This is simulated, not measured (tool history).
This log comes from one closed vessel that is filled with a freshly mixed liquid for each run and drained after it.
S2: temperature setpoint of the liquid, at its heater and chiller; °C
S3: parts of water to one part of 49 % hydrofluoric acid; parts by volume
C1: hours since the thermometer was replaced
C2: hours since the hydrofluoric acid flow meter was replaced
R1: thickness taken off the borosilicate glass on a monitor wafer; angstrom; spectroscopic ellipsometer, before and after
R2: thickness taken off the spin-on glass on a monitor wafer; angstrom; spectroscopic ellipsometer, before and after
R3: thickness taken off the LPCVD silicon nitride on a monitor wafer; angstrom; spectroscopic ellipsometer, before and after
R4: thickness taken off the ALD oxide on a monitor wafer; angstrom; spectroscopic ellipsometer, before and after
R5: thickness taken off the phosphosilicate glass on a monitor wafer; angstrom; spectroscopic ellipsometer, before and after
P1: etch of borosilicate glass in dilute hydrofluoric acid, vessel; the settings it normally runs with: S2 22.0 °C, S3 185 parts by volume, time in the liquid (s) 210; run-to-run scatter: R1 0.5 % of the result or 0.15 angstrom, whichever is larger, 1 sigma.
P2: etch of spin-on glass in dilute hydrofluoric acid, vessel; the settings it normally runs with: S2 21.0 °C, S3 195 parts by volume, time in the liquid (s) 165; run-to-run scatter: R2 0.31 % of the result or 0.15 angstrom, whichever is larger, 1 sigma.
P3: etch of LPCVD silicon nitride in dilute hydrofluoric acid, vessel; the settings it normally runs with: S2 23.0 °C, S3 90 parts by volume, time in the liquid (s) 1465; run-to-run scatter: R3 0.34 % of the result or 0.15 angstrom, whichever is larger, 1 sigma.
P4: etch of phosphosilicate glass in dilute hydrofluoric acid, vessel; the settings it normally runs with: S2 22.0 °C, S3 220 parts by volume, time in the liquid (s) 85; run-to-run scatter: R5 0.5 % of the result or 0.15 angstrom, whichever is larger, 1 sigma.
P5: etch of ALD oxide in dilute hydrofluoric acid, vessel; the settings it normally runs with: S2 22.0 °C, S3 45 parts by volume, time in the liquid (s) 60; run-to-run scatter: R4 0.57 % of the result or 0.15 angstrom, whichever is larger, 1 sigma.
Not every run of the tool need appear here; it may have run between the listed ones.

run 1 hour=11.2 | process_that_ran=P1 S2=22.0 S3=185 time_in_the_liquid_(s)=210 | C1=1828.7 C2=1417.6 | R1=295.840
run 2 hour=21.3 | process_that_ran=P2 S2=21.0 S3=195 time_in_the_liquid_(s)=335 | C1=1838.8 C2=1427.7 | R2=379.17
run 3 hour=28.1 | process_that_ran=P1 S2=22.0 S3=315 time_in_the_liquid_(s)=70 | C1=1845.6 C2=1434.5 | R1=50.659
run 4 hour=42.5 | process_that_ran=P3 S2=23.0 S3=90 time_in_the_liquid_(s)=2780 | C1=1860.0 C2=1448.9 | R3=152.710
run 5 hour=56.0 | process_that_ran=P1 S2=22.0 S3=185 time_in_the_liquid_(s)=210 | C1=1873.5 C2=1462.4 | R1=296.350
run 6 hour=65.0 | process_that_ran=P3 S2=18.5 S3=90 time_in_the_liquid_(s)=1465 | C1=1882.5 C2=1471.4 | R3=59.398
run 7 hour=76.7 | process_that_ran=P1 S2=25.5 S3=245 time_in_the_liquid_(s)=210 | C1=1894.2 C2=1483.1 | R1=238.760
run 8 hour=85.8 | process_that_ran=P5 S2=28.5 S3=45 time_in_the_liquid_(s)=60 | C1=1903.3 C2=1492.2 | R4=278.47
run 9 hour=95.5 | process_that_ran=P1 S2=28.5 S3=185 time_in_the_liquid_(s)=210 | C1=1913.0 C2=1501.9 | R1=377.750
run 10 hour=108.1 | process_that_ran=P5 S2=22.0 S3=45 time_in_the_liquid_(s)=60 | C1=1925.6 C2=1514.5 | R4=215.15
run 11 hour=118.5 | process_that_ran=P3 S2=23.0 S3=90 time_in_the_liquid_(s)=1465 | C1=1936.0 C2=1524.9 | R3=80.445
run 12 hour=132.2 | process_that_ran=P5 S2=22.0 S3=45 time_in_the_liquid_(s)=60 | C1=1949.7 C2=1538.6 | R4=212.31
run 13 hour=146.2 | process_that_ran=P4 S2=22.0 S3=320 time_in_the_liquid_(s)=85 | C1=1963.7 C2=1552.6 | R5=184.51
run 14 hour=157.0 | process_that_ran=P4 S2=22.0 S3=220 time_in_the_liquid_(s)=35 | C1=1974.5 C2=1563.4 | R5=122.23
run 15 hour=169.7 | process_that_ran=P1 S2=22.0 S3=185 time_in_the_liquid_(s)=210 | C1=1987.2 C2=1576.1 | R1=295.070
run 16 hour=179.6 | process_that_ran=P3 S2=23.0 S3=20 time_in_the_liquid_(s)=1465 | C1=1997.1 C2=1586.0 | R3=346.280
run 17 hour=186.3 | process_that_ran=P4 S2=22.0 S3=220 time_in_the_liquid_(s)=85 | C1=2003.8 C2=1592.7 | R5=293.93
run 18 hour=194.6 | process_that_ran=P2 S2=21.0 S3=195 time_in_the_liquid_(s)=165 | C1=2012.1 C2=1601.0 | R2=187.81
run 19 hour=202.5 | process_that_ran=P4 S2=22.0 S3=220 time_in_the_liquid_(s)=85 | C1=2020.0 C2=1608.9 | R5=296.90
run 20 hour=210.0 | process_that_ran=P1 S2=22.0 S3=185 time_in_the_liquid_(s)=355 | C1=2027.5 C2=1616.4 | R1=500.730
run 21 hour=219.0 | process_that_ran=P1 S2=22.0 S3=185 time_in_the_liquid_(s)=210 | C1=2036.5 C2=1625.4 | R1=295.140
run 22 hour=231.4 | process_that_ran=P1 S2=18.0 S3=185 time_in_the_liquid_(s)=210 | C1=2048.9 C2=1637.8 | R1=253.250
run 23 hour=244.3 | process_that_ran=P2 S2=25.0 S3=195 time_in_the_liquid_(s)=165 | C1=2061.8 C2=1650.7 | R2=217.65
run 24 hour=255.7 | process_that_ran=P4 S2=26.0 S3=220 time_in_the_liquid_(s)=85 | C1=2073.2 C2=1662.1 | R5=340.80
run 25 hour=269.9 | process_that_ran=P2 S2=21.0 S3=110 time_in_the_liquid_(s)=165 | C1=2087.4 C2=1676.3 | R2=364.90
run 26 hour=277.5 | process_that_ran=P1 S2=22.0 S3=185 time_in_the_liquid_(s)=105 | C1=2095.0 C2=1683.9 | R1=149.190
run 27 hour=284.9 | process_that_ran=P1 S2=22.0 S3=40 time_in_the_liquid_(s)=210 | C1=2102.4 C2=1691.3 | R1=1617.900
run 28 hour=293.4 | process_that_ran=P5 S2=22.0 S3=65 time_in_the_liquid_(s)=60 | C1=2110.9 C2=1699.8 | R4=144.25
run 29 hour=300.9 | process_that_ran=P1 S2=22.0 S3=185 time_in_the_liquid_(s)=210 | C1=2118.4 C2=1707.3 | R1=296.650
run 30 hour=311.1 | process_that_ran=P1 S2=22.0 S3=185 time_in_the_liquid_(s)=210 | C1=2128.6 C2=1717.5 | R1=296.040
run 31 hour=317.5 | process_that_ran=P3 S2=23.0 S3=90 time_in_the_liquid_(s)=1465 | C1=2135.0 C2=1723.9 | R3=80.143
run 32 hour=324.2 | process_that_ran=P5 S2=22.0 S3=45 time_in_the_liquid_(s)=30 | C1=2141.7 C2=1730.6 | R4=107.83
run 33 hour=332.7 | process_that_ran=P1 S2=22.0 S3=285 time_in_the_liquid_(s)=210 | C1=2150.2 C2=1739.1 | R1=174.870
run 34 hour=343.5 | process_that_ran=P1 S2=22.0 S3=185 time_in_the_liquid_(s)=210 | C1=2161.0 C2=1749.9 | R1=297.830
run 35 hour=352.4 | process_that_ran=P1 S2=22.0 S3=185 time_in_the_liquid_(s)=210 | C1=2169.9 C2=1758.8 | R1=284.350
run 36 hour=364.2 | process_that_ran=P1 S2=22.0 S3=185 time_in_the_liquid_(s)=210 | C1=2181.7 C2=1770.6 | R1=278.580
run 37 hour=374.3 | process_that_ran=P1 S2=22.0 S3=185 time_in_the_liquid_(s)=210 | C1=2191.8 C2=1780.7 | R1=274.650
run 38 hour=382.3 | process_that_ran=P1 S2=22.0 S3=185 time_in_the_liquid_(s)=210 | C1=2199.8 C2=1788.7 | R1=274.580
run 39 hour=389.5 | process_that_ran=P1 S2=22.0 S3=185 time_in_the_liquid_(s)=210 | C1=2207.0 C2=1795.9 | R1=273.460
run 40 hour=402.3 | process_that_ran=P1 S2=22.0 S3=185 time_in_the_liquid_(s)=210 | C1=2219.8 C2=1808.7 | R1=274.620

The log shows P1 creeping away from where it was. Any of the 2 causes listed here, at the size stated for it, fits the log just as well as the others:
A: liquid colder than its thermometer reads (K) = 2.08
B: hydrofluoric acid flow below the setpoint (%) = 6.45
The drift started at roughly hour 343.5.

Question marks stand in for the results of the 4 check runs listed below, each run on one wafer. Under which run would the listed causes show clearly different results?
run check 1 hour=415.1 | process_that_ran=P2 S2=21.0 S3=195 time_in_the_liquid_(s)=325 | R2=?
run check 2 hour=415.1 | process_that_ran=P3 S2=23.0 S3=55 time_in_the_liquid_(s)=1465 | R3=?
run check 3 hour=415.1 | process_that_ran=P4 S2=26.0 S3=220 time_in_the_liquid_(s)=85 | R5=?
run check 4 hour=415.1 | process_that_ran=P5 S2=25.5 S3=60 time_in_the_liquid_(s)=60 | R4=?

If the cause were each of the candidates in turn, the checks would give the following:
check=check_1 result=R2 if_A=340.76 if_B=340.91
check=check_2 result=R3 if_A=113.070 if_B=122.100
check=check_3 result=R5 if_A=317.54 if_B=314.96
check=check_4 result=R4 if_A=167.28 if_B=169.35
Gap, in per cent, between the two causes that each check separates least, read from the result that separates them most: check 1 0.05 %; check 2 7.69 %; check 3 0.82 %; check 4 1.23 %
Only check 2 tells the causes apart: in the others they would give nearly the same result.

Check 2 was then run and gave: R3 113.100 angstrom. Which cause is it?

The correct cause is A, namely: liquid colder than its thermometer reads (K).
